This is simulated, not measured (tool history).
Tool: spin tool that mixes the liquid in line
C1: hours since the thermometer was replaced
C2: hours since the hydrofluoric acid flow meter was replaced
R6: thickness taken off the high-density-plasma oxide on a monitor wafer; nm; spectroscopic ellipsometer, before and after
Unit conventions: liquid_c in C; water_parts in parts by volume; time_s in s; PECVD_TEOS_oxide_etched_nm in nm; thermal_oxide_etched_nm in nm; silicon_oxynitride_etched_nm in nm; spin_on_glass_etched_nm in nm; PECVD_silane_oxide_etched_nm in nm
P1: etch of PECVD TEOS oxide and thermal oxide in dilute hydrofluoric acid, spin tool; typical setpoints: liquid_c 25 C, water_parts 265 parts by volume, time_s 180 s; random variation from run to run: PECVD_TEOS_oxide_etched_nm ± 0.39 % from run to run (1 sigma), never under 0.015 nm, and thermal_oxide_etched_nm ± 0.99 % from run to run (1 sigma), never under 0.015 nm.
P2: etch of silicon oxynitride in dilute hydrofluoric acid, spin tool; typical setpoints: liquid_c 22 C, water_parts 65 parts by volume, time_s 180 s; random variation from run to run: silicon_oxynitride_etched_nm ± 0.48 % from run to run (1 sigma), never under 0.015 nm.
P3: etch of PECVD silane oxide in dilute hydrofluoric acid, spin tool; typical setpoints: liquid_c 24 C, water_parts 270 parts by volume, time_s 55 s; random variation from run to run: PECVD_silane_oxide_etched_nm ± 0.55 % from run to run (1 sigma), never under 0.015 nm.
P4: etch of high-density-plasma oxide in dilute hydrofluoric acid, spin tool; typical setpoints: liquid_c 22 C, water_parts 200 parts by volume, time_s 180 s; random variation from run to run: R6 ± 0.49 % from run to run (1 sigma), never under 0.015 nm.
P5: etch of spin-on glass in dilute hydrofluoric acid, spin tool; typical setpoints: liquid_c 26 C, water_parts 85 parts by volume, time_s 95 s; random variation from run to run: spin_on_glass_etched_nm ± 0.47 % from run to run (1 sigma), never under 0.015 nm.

run 1 hour=6 | process=P1 liquid_c=25 water_parts=265 time_s=180 | C1=578 C2=281.7 | PECVD_TEOS_oxide_etched_nm=6.1894 thermal_oxide_etched_nm=2.768
run 2 hour=11.3 | process=P1 liquid_c=25 water_parts=265 time_s=180 | C1=583.3 C2=287 | PECVD_TEOS_oxide_etched_nm=6.1495 thermal_oxide_etched_nm=2.7842
run 3 hour=17 | process=P2 liquid_c=17 water_parts=65 time_s=180 | C1=589 C2=292.7 | silicon_oxynitride_etched_nm=9.6821
run 4 hour=23.6 | process=P2 liquid_c=22 water_parts=20 time_s=180 | C1=595.6 C2=299.3 | silicon_oxynitride_etched_nm=41.823
run 5 hour=29.5 | process=P5 liquid_c=26 water_parts=85 time_s=135 | C1=601.5 C2=305.2 | spin_on_glass_etched_nm=69.816
run 6 hour=33.3 | process=P3 liquid_c=24 water_parts=90 time_s=55 | C1=605.3 C2=309 | PECVD_silane_oxide_etched_nm=16.854
run 7 hour=38.6 | process=P4 liquid_c=22 water_parts=200 time_s=20 | C1=610.6 C2=314.3 | R6=0.59183
run 8 hour=44.7 | process=P4 liquid_c=22 water_parts=200 time_s=180 | C1=616.7 C2=320.4 | R6=5.3026
run 9 hour=50.4 | process=P3 liquid_c=32.5 water_parts=270 time_s=55 | C1=622.4 C2=326.1 | PECVD_silane_oxide_etched_nm=6.1719
run 10 hour=54.3 | process=P5 liquid_c=19 water_parts=85 time_s=95 | C1=626.3 C2=330 | spin_on_glass_etched_nm=37.018
run 11 hour=58.9 | process=P1 liquid_c=29.5 water_parts=265 time_s=180 | C1=630.9 C2=334.6 | PECVD_TEOS_oxide_etched_nm=7.1594 thermal_oxide_etched_nm=3.2664
run 12 hour=63.3 | process=P5 liquid_c=26 water_parts=85 time_s=95 | C1=635.3 C2=339 | spin_on_glass_etched_nm=49.391
run 13 hour=69.2 | process=P2 liquid_c=22 water_parts=65 time_s=50 | C1=641.2 C2=344.9 | silicon_oxynitride_etched_nm=3.4955
run 14 hour=72.7 | process=P1 liquid_c=19.5 water_parts=265 time_s=180 | C1=644.7 C2=348.4 | PECVD_TEOS_oxide_etched_nm=5.0544 thermal_oxide_etched_nm=2.3258
run 15 hour=77.2 | process=P1 liquid_c=25 water_parts=265 time_s=180 | C1=649.2 C2=352.9 | PECVD_TEOS_oxide_etched_nm=6.1574 thermal_oxide_etched_nm=2.7366
run 16 hour=80.7 | process=P1 liquid_c=25 water_parts=265 time_s=180 | C1=652.7 C2=356.4 | PECVD_TEOS_oxide_etched_nm=6.1631 thermal_oxide_etched_nm=2.8008
run 17 hour=86.7 | process=P1 liquid_c=25 water_parts=265 time_s=340 | C1=658.7 C2=362.4 | PECVD_TEOS_oxide_etched_nm=11.617 thermal_oxide_etched_nm=5.2601
run 18 hour=91.4 | process=P1 liquid_c=25 water_parts=265 time_s=180 | C1=663.4 C2=367.1 | PECVD_TEOS_oxide_etched_nm=6.1571 thermal_oxide_etched_nm=2.7896
run 19 hour=96.1 | process=P4 liquid_c=22 water_parts=55 time_s=180 | C1=668.1 C2=371.8 | R6=22.479
run 20 hour=102.2 | process=P1 liquid_c=25 water_parts=265 time_s=180 | C1=674.2 C2=377.9 | PECVD_TEOS_oxide_etched_nm=6.131 thermal_oxide_etched_nm=2.7363
run 21 hour=107.3 | process=P1 liquid_c=29 water_parts=265 time_s=260 | C1=679.3 C2=383 | PECVD_TEOS_oxide_etched_nm=10.135 thermal_oxide_etched_nm=4.6109
run 22 hour=112.3 | process=P1 liquid_c=25 water_parts=265 time_s=70 | C1=684.3 C2=388 | PECVD_TEOS_oxide_etched_nm=2.4022 thermal_oxide_etched_nm=1.098
run 23 hour=117.5 | process=P1 liquid_c=25 water_parts=75 time_s=180 | C1=689.5 C2=393.2 | PECVD_TEOS_oxide_etched_nm=27.185 thermal_oxide_etched_nm=12.1
run 24 hour=123 | process=P2 liquid_c=22 water_parts=65 time_s=180 | C1=695 C2=398.7 | silicon_oxynitride_etched_nm=12.658
run 25 hour=128.5 | process=P1 liquid_c=25 water_parts=415 time_s=180 | C1=700.5 C2=404.2 | PECVD_TEOS_oxide_etched_nm=3.4232 thermal_oxide_etched_nm=1.5496
run 26 hour=133.1 | process=P5 liquid_c=26 water_parts=85 time_s=95 | C1=705.1 C2=408.8 | spin_on_glass_etched_nm=48.954
-- hour=133.3 hydrofluoric acid flow meter replaced
run 27 hour=136.8 | process=P4 liquid_c=28.5 water_parts=200 time_s=180 | C1=708.8 C2=3.6 | R6=6.7073
run 28 hour=142.8 | process=P3 liquid_c=24 water_parts=270 time_s=15 | C1=714.8 C2=9.6 | PECVD_silane_oxide_etched_nm=1.2809
run 29 hour=149.3 | process=P5 liquid_c=26 water_parts=145 time_s=95 | C1=721.3 C2=16.1 | spin_on_glass_etched_nm=26.786
run 30 hour=155 | process=P3 liquid_c=24 water_parts=270 time_s=55 | C1=727 C2=21.8 | PECVD_silane_oxide_etched_nm=4.61
run 31 hour=159.7 | process=P1 liquid_c=25 water_parts=265 time_s=180 | C1=731.7 C2=26.5 | PECVD_TEOS_oxide_etched_nm=6.1798 thermal_oxide_etched_nm=2.7718
run 32 hour=165.4 | process=P1 liquid_c=25 water_parts=265 time_s=180 | C1=737.4 C2=32.2 | PECVD_TEOS_oxide_etched_nm=6.1603 thermal_oxide_etched_nm=2.7831
run 33 hour=168.7 | process=P1 liquid_c=25 water_parts=265 time_s=180 | C1=740.7 C2=35.5 | PECVD_TEOS_oxide_etched_nm=6.3099 thermal_oxide_etched_nm=2.8539
run 34 hour=175.4 | process=P1 liquid_c=25 water_parts=265 time_s=180 | C1=747.4 C2=42.2 | PECVD_TEOS_oxide_etched_nm=6.3808 thermal_oxide_etched_nm=2.9039
run 35 hour=179.1 | process=P1 liquid_c=25 water_parts=265 time_s=180 | C1=751.1 C2=45.9 | PECVD_TEOS_oxide_etched_nm=6.4831 thermal_oxide_etched_nm=2.8558
run 36 hour=184.1 | process=P1 liquid_c=25 water_parts=265 time_s=180 | C1=756.1 C2=50.9 | PECVD_TEOS_oxide_etched_nm=6.5126 thermal_oxide_etched_nm=2.9903
run 37 hour=189.5 | process=P1 liquid_c=25 water_parts=265 time_s=180 | C1=761.5 C2=56.3 | PECVD_TEOS_oxide_etched_nm=6.5756 thermal_oxide_etched_nm=2.9338
run 38 hour=194.8 | process=P1 liquid_c=25 water_parts=265 time_s=180 | C1=766.8 C2=61.6 | PECVD_TEOS_oxide_etched_nm=6.5692 thermal_oxide_etched_nm=2.9054

Something has made what P1 gives creep away from where it was; the 2 causes below, each at its own stated size, fit the log equally well:
A: liquid hotter than its thermometer reads (K) = 1.72
B: hydrofluoric acid flow above the setpoint (%) = 4.82
The drift started at roughly hour 165.4.

Question marks stand in for the results of the 4 check runs listed below, each run on one wafer. Under which run would the listed causes show clearly different results?
run check 1 hour=200.1 | process=P3 liquid_c=30 water_parts=270 time_s=55 | PECVD_silane_oxide_etched_nm=?
run check 2 hour=200.1 | process=P2 liquid_c=17 water_parts=20 time_s=180 | silicon_oxynitride_etched_nm=?
run check 3 hour=200.1 | process=P4 liquid_c=22 water_parts=140 time_s=180 | R6=?
run check 4 hour=200.1 | process=P5 liquid_c=26 water_parts=140 time_s=95 | spin_on_glass_etched_nm=?

Predicted outcomes, by check and by cause:
check=check_1 result=PECVD_silane_oxide_etched_nm if_A=6.0172 if_B=6.0495
check=check_2 result=silicon_oxynitride_etched_nm if_A=35.555 if_B=34.074
check=check_3 result=R6 if_A=8.6059 if_B=8.4971
check=check_4 result=spin_on_glass_etched_nm if_A=29.714 if_B=29.436
Smallest distance between any two causes, each pair judged by its most separating result, in per cent: check 1 0.53 %; check 2 4.25 %; check 3 1.27 %; check 4 0.94 %
The other checks would show nearly matching results whichever cause is true, so check 2 is the only one that separates the causes.

After running check 2, the following was obtained: silicon_oxynitride_etched_nm 35.315 nm. Which cause does this point to?

It was cause A: liquid hotter than its thermometer reads (K).
